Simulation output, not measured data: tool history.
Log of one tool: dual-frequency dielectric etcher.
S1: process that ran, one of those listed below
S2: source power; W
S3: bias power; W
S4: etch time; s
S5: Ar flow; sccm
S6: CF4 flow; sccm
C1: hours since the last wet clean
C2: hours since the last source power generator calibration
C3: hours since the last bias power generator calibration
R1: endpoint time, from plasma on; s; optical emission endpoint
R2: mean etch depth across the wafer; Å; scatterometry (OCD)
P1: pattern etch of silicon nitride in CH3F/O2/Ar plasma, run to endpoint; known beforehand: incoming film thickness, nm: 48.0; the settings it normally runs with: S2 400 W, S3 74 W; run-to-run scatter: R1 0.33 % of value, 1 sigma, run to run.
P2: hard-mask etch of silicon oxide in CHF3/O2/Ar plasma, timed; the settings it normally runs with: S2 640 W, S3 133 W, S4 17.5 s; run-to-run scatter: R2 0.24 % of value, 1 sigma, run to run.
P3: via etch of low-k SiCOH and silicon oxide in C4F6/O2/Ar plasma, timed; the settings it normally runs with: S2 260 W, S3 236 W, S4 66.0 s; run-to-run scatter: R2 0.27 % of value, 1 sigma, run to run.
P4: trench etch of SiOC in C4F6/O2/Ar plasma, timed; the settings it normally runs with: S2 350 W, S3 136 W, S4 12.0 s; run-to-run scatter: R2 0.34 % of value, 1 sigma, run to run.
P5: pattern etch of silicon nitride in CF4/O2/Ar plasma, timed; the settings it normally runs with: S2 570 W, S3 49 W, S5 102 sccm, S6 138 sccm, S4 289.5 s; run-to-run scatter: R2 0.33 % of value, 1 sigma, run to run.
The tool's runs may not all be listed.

| run | hour | S1 | S2 | S3 | S4 | S5 | S6 | C1 | C2 | C3 | R1 | R2 |
|---|---|---|---|---|---|---|---|---|---|---|---|---|
| 1 | 4.7 | P1 | 400 | 74 |  |  |  | 213.4 | 1651.1 | 1806.9 | 68.314 |  |
| 2 | 7.6 | P1 | 400 | 74 |  |  |  | 216.3 | 1654.0 | 1809.8 | 67.806 |  |
| 3 | 10.5 | P3 | 330 | 236 | 66.0 |  |  | 219.2 | 1656.9 | 1812.7 |  | 1805.00 |
| 4 | 13.8 | P1 | 250 | 74 |  |  |  | 222.5 | 1660.2 | 1816.0 | 81.015 |  |
| 5 | 15.9 | P5 | 730 | 49 | 289.5 | 102 | 138 | 224.6 | 1662.3 | 1818.1 |  | 7718.30 |
| 6 | 20.8 | P1 | 320 | 55 |  |  |  | 229.5 | 1667.2 | 1823.0 | 81.929 |  |
| 7 | 23.8 | P2 | 640 | 95 | 17.5 |  |  | 232.5 | 1670.2 | 1826.0 |  | 290.29 |
| 8 | 26.8 | P3 | 260 | 287 | 66.0 |  |  | 235.5 | 1673.2 | 1829.0 |  | 1756.20 |
| 9 | 31.4 | P5 | 570 | 49 | 289.5 | 102 | 138 | 240.1 | 1677.8 | 1833.6 |  | 6233.20 |
| 10 | 34.1 | P1 | 400 | 74 |  |  |  | 242.8 | 1680.5 | 1836.3 | 68.331 |  |
| 11 | 37.4 | P5 | 570 | 49 | 216.5 | 102 | 138 | 246.1 | 1683.8 | 1839.6 |  | 4653.20 |
| 12 | 40.0 | P4 | 350 | 178 | 12.0 |  |  | 248.7 | 1686.4 | 1842.2 |  | 241.63 |
| 13 | 44.6 | P2 | 850 | 133 | 17.5 |  |  | 253.3 | 1691.0 | 1846.8 |  | 360.44 |
| 14 | 48.7 | P1 | 400 | 74 |  |  |  | 257.4 | 1695.1 | 1850.9 | 68.048 |  |
| 15 | 51.8 | P4 | 240 | 136 | 12.0 |  |  | 260.5 | 1698.2 | 1854.0 |  | 191.85 |
| 16 | 54.8 | P5 | 570 | 49 | 289.5 | 102 | 138 | 263.5 | 1701.2 | 1857.0 |  | 6206.20 |
| 17 | 57.8 | P2 | 640 | 133 | 17.5 |  |  | 266.5 | 1704.2 | 1860.0 |  | 321.78 |
| 18 | 62.2 | P5 | 570 | 49 | 289.5 | 142 | 138 | 270.9 | 1708.6 | 1864.4 |  | 5968.60 |
| 19 | 64.5 | P1 | 520 | 90 |  |  |  | 273.2 | 1710.9 | 1866.7 | 57.741 |  |
| 20 | 67.4 | P1 | 400 | 59 |  |  |  | 276.1 | 1713.8 | 1869.6 | 73.492 |  |
| 21 | 69.9 | P2 | 640 | 133 | 17.5 |  |  | 278.6 | 1716.3 | 1872.1 |  | 321.73 |
| 22 | 72.2 | P5 | 570 | 37 | 289.5 | 102 | 138 | 280.9 | 1718.6 | 1874.4 |  | 5627.80 |
| 23 | 74.9 | P1 | 400 | 87 |  |  |  | 283.6 | 1721.3 | 1877.1 | 64.150 |  |
| 24 | 77.1 | P1 | 520 | 74 |  |  |  | 285.8 | 1723.5 | 1879.3 | 61.251 |  |
| 25 | 81.7 | P2 | 640 | 133 | 12.0 |  |  | 290.4 | 1728.1 | 1883.9 |  | 220.43 |
| 26 | 84.1 | P1 | 400 | 74 |  |  |  | 292.8 | 1730.5 | 1886.3 | 68.055 |  |
| 27 | 86.8 | P4 | 350 | 136 | 15.0 |  |  | 295.5 | 1733.2 | 1889.0 |  | 277.89 |
| 28 | 90.5 | P4 | 350 | 136 | 12.0 |  |  | 299.2 | 1736.9 | 1892.7 |  | 222.31 |
| 29 | 95.4 | P3 | 260 | 236 | 66.0 |  |  | 304.1 | 1741.8 | 1897.6 |  | 1644.00 |
| 30 | 99.2 | P3 | 260 | 236 | 39.0 |  |  | 307.9 | 1745.6 | 1901.4 |  | 968.93 |
| 31 | 102.2 | P5 | 570 | 49 | 289.5 | 102 | 163 | 310.9 | 1748.6 | 1904.4 |  | 6323.40 |
| 32 | 106.1 | P1 | 400 | 74 |  |  |  | 314.8 | 1752.5 | 1908.3 | 67.914 |  |
| 33 | 108.8 | P1 | 400 | 74 |  |  |  | 317.5 | 1755.2 | 1911.0 | 68.097 |  |
| 34 | 112.3 | P1 | 400 | 74 |  |  |  | 321.0 | 1758.7 | 1914.5 | 67.547 |  |
| 35 | 115.6 | P1 | 400 | 74 |  |  |  | 324.3 | 1762.0 | 1917.8 | 67.581 |  |
|  | 118.6 | wet clean of the chamber |
| 36 | 119.5 | P1 | 400 | 74 |  |  |  | 0.9 | 1765.9 | 1921.7 | 67.661 |  |
| 37 | 122.4 | P1 | 400 | 74 |  |  |  | 3.8 | 1768.8 | 1924.6 | 66.862 |  |
| 38 | 124.7 | P1 | 400 | 74 |  |  |  | 6.1 | 1771.1 | 1926.9 | 67.390 |  |
| 39 | 129.4 | P1 | 400 | 74 |  |  |  | 10.8 | 1775.8 | 1931.6 | 66.733 |  |

The output of P1 has drifted from where it used to be. Each of the 2 causes below, taken at the size shown beside it, accounts for the log equally well:
A: bias power that arrives over what is set, % = 4.85
B: source power that arrives over what is set, % = 4.43
The process output started creeping at around hour 106.1.
Why every other cause is out:
chamber walls in a state that raises the etch rate, %: serviced at hour 118.6, after the change had begun; the process did not return to its earlier output

Consider the 4 check runs below, whose results appear as question marks and each of which averages 2 wafers. Which one distinguishes the causes, in that each cause would give it a clearly different result?
| check 1 | 134.1 | P2 | 640 | 133 | 17.5 |  |  |  |  |  |  | ? |
| check 2 | 134.1 | P4 | 350 | 136 | 12.0 |  |  |  |  |  |  | ? |
| check 3 | 134.1 | P5 | 570 | 49 | 289.5 | 102 | 138 |  |  |  |  | ? |
| check 4 | 134.1 | P3 | 260 | 236 | 66.0 |  |  |  |  |  |  | ? |

Predicted outcomes, by check and by cause:
| check | result | if A | if B |
|---|---|---|---|
| check 1 | R2 | 327.20 | 327.86 |
| check 2 | R2 | 225.29 | 225.93 |
| check 3 | R2 | 6325.90 | 6460.80 |
| check 4 | R2 | 1669.10 | 1669.30 |
Minimum pairwise separation of causes per check, each pair taken at its best-separating result: check 1 0.2 %; check 2 0.28 %; check 3 2.11 %; check 4 0.02 %
The other checks would show nearly matching results whichever cause is true, so check 3 is the only one that separates the causes.

Running check 3 produced the following: R2 6484.70 Å. Which one of the listed causes fits?

It is B: source power that arrives over what is set, %.

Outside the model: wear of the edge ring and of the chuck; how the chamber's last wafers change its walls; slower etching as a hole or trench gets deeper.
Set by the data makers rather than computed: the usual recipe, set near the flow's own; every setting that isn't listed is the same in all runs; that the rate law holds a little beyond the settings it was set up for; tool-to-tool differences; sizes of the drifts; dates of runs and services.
